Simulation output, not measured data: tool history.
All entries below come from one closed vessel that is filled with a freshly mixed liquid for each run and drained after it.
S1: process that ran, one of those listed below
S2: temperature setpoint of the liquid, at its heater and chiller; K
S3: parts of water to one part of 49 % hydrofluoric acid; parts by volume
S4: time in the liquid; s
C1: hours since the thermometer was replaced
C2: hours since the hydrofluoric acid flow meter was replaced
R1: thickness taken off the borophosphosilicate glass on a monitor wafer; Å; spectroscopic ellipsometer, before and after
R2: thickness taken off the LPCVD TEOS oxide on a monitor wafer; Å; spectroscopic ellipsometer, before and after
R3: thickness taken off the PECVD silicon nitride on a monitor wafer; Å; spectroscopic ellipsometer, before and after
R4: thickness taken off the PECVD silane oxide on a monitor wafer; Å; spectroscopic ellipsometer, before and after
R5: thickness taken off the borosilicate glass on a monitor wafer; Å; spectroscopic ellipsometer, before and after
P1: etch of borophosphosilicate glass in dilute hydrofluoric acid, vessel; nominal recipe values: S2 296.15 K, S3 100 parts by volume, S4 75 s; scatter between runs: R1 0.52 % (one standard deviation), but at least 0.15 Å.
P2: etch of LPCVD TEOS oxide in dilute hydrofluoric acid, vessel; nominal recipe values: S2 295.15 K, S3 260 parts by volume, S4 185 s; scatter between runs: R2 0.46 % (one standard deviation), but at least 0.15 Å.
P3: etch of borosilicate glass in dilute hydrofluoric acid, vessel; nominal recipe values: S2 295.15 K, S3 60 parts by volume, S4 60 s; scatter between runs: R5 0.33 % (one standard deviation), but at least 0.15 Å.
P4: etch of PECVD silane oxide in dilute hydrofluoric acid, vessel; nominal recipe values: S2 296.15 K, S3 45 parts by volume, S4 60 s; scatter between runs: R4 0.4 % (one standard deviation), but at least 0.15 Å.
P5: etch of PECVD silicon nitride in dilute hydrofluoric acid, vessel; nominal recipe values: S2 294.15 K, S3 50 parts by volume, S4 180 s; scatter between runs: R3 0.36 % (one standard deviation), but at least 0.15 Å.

run 1 hour=12.2 | S1=P1 S2=296.15 S3=100 S4=75 | C1=1911.6 C2=231.3 | R1=342.11
run 2 hour=27.4 | S1=P2 S2=295.15 S3=105 S4=185 | C1=1926.8 C2=246.5 | R2=664.290
run 3 hour=38.5 | S1=P5 S2=302.15 S3=50 S4=180 | C1=1937.9 C2=257.6 | R3=117.140
run 4 hour=55.3 | S1=P5 S2=294.15 S3=20 S4=180 | C1=1954.7 C2=274.4 | R3=166.900
run 5 hour=67.3 | S1=P1 S2=290.15 S3=100 S4=75 | C1=1966.7 C2=286.4 | R1=267.74
run 6 hour=82.6 | S1=P1 S2=296.15 S3=145 S4=75 | C1=1982.0 C2=301.7 | R1=225.30
run 7 hour=94.4 | S1=P1 S2=296.15 S3=100 S4=75 | C1=1993.8 C2=313.5 | R1=339.92
run 8 hour=109.0 | S1=P4 S2=296.15 S3=45 S4=60 | C1=2008.4 C2=328.1 | R4=579.44
run 9 hour=125.7 | S1=P1 S2=296.15 S3=100 S4=75 | C1=2025.1 C2=344.8 | R1=344.03
run 10 hour=133.2 | S1=P1 S2=296.15 S3=100 S4=130 | C1=2032.6 C2=352.3 | R1=597.31
run 11 hour=142.1 | S1=P3 S2=302.15 S3=60 S4=60 | C1=2041.5 C2=361.2 | R5=667.36
run 12 hour=157.8 | S1=P4 S2=296.15 S3=45 S4=115 | C1=2057.2 C2=376.9 | R4=1117.50
run 13 hour=168.9 | S1=P1 S2=290.15 S3=55 S4=75 | C1=2068.3 C2=388.0 | R1=516.20
run 14 hour=178.0 | S1=P1 S2=296.15 S3=100 S4=75 | C1=2077.4 C2=397.1 | R1=344.30
run 15 hour=192.8 | S1=P1 S2=296.15 S3=60 S4=75 | C1=2092.2 C2=411.9 | R1=598.25
run 16 hour=203.7 | S1=P3 S2=295.15 S3=105 S4=60 | C1=2103.1 C2=422.8 | R5=273.30
run 17 hour=220.4 | S1=P2 S2=295.15 S3=260 S4=185 | C1=2119.8 C2=439.5 | R2=226.480
run 18 hour=229.3 | S1=P2 S2=295.15 S3=260 S4=185 | C1=2128.7 C2=448.4 | R2=226.990
run 19 hour=243.7 | S1=P1 S2=296.15 S3=100 S4=75 | C1=2143.1 C2=462.8 | R1=348.00
run 20 hour=258.5 | S1=P4 S2=296.15 S3=45 S4=60 | C1=2157.9 C2=477.6 | R4=580.86
run 21 hour=269.4 | S1=P2 S2=291.15 S3=260 S4=185 | C1=2168.8 C2=488.5 | R2=194.950
run 22 hour=283.3 | S1=P4 S2=296.15 S3=70 S4=60 | C1=2182.7 C2=502.4 | R4=360.38
run 23 hour=298.4 | S1=P3 S2=295.15 S3=60 S4=60 | C1=2197.8 C2=517.5 | R5=504.95
run 24 hour=308.8 | S1=P5 S2=294.15 S3=50 S4=315 | C1=2208.2 C2=527.9 | R3=119.130
run 25 hour=318.0 | S1=P1 S2=296.15 S3=100 S4=75 | C1=2217.4 C2=537.1 | R1=345.31
run 26 hour=328.8 | S1=P2 S2=295.15 S3=260 S4=30 | C1=2228.2 C2=547.9 | R2=36.858
run 27 hour=344.4 | S1=P5 S2=294.15 S3=50 S4=180 | C1=2243.8 C2=563.5 | R3=68.449
run 28 hour=355.3 | S1=P1 S2=296.15 S3=100 S4=35 | C1=2254.7 C2=574.4 | R1=161.69
run 29 hour=366.1 | S1=P1 S2=300.65 S3=100 S4=75 | C1=2265.5 C2=585.2 | R1=409.13
run 30 hour=376.9 | S1=P3 S2=295.15 S3=60 S4=30 | C1=2276.3 C2=596.0 | R5=253.24
run 31 hour=392.6 | S1=P1 S2=292.15 S3=65 S4=75 | C1=2292.0 C2=611.7 | R1=467.09
run 32 hour=407.2 | S1=P4 S2=303.65 S3=45 S4=60 | C1=2306.6 C2=626.3 | R4=785.18
run 33 hour=423.8 | S1=P1 S2=296.15 S3=100 S4=75 | C1=2323.2 C2=642.9 | R1=340.51
run 34 hour=434.0 | S1=P1 S2=296.15 S3=100 S4=75 | C1=2333.4 C2=653.1 | R1=329.77
run 35 hour=445.1 | S1=P1 S2=296.15 S3=100 S4=75 | C1=2344.5 C2=664.2 | R1=320.94
run 36 hour=460.6 | S1=P1 S2=296.15 S3=100 S4=75 | C1=2360.0 C2=679.7 | R1=318.29
run 37 hour=471.8 | S1=P1 S2=296.15 S3=100 S4=75 | C1=2371.2 C2=690.9 | R1=318.48
run 38 hour=486.8 | S1=P1 S2=296.15 S3=100 S4=75 | C1=2386.2 C2=705.9 | R1=313.34
run 39 hour=496.2 | S1=P1 S2=296.15 S3=100 S4=75 | C1=2395.6 C2=715.3 | R1=315.26
run 40 hour=508.6 | S1=P1 S2=296.15 S3=100 S4=75 | C1=2408.0 C2=727.7 | R1=310.59

P1 no longer gives what it gave before; its output has crept away from where it was. The following 2 causes, each at its listed size, fit the log equally well:
A: liquid colder than its thermometer reads (K) = 2.29
B: hydrofluoric acid flow below the setpoint (%) = 7.89
The gradual shift began around hour 423.8.

Below are 4 check runs, each on a single wafer, with their results shown as question marks. Which of them would tell the listed causes apart, meaning the causes would give clearly different results under it?
run check 1 hour=521.0 | S1=P5 S2=297.65 S3=50 S4=240 | R3=?
run check 2 hour=521.0 | S1=P2 S2=291.65 S3=260 S4=30 | R2=?
run check 3 hour=521.0 | S1=P4 S2=301.15 S3=65 S4=60 | R4=?
run check 4 hour=521.0 | S1=P3 S2=301.65 S3=100 S4=60 | R5=?

If the cause were each of the candidates in turn, the checks would give the following:
check=check_1 result=R3 if_A=99.312 if_B=107.010
check=check_2 result=R2 if_A=29.566 if_B=29.162
check=check_3 result=R4 if_A=437.00 if_B=437.35
check=check_4 result=R5 if_A=342.11 if_B=340.11
Minimum pairwise separation of causes per check, each pair taken at its best-separating result: check 1 7.47 %; check 2 1.38 %; check 3 0.08 %; check 4 0.59 %
The other checks would show nearly matching results whichever cause is true, so check 1 is the only one that separates the causes.

Running check 1 produced the following: R3 99.898 Å. Which one of the listed causes fits?

The correct cause is A, namely: liquid colder than its thermometer reads (K).

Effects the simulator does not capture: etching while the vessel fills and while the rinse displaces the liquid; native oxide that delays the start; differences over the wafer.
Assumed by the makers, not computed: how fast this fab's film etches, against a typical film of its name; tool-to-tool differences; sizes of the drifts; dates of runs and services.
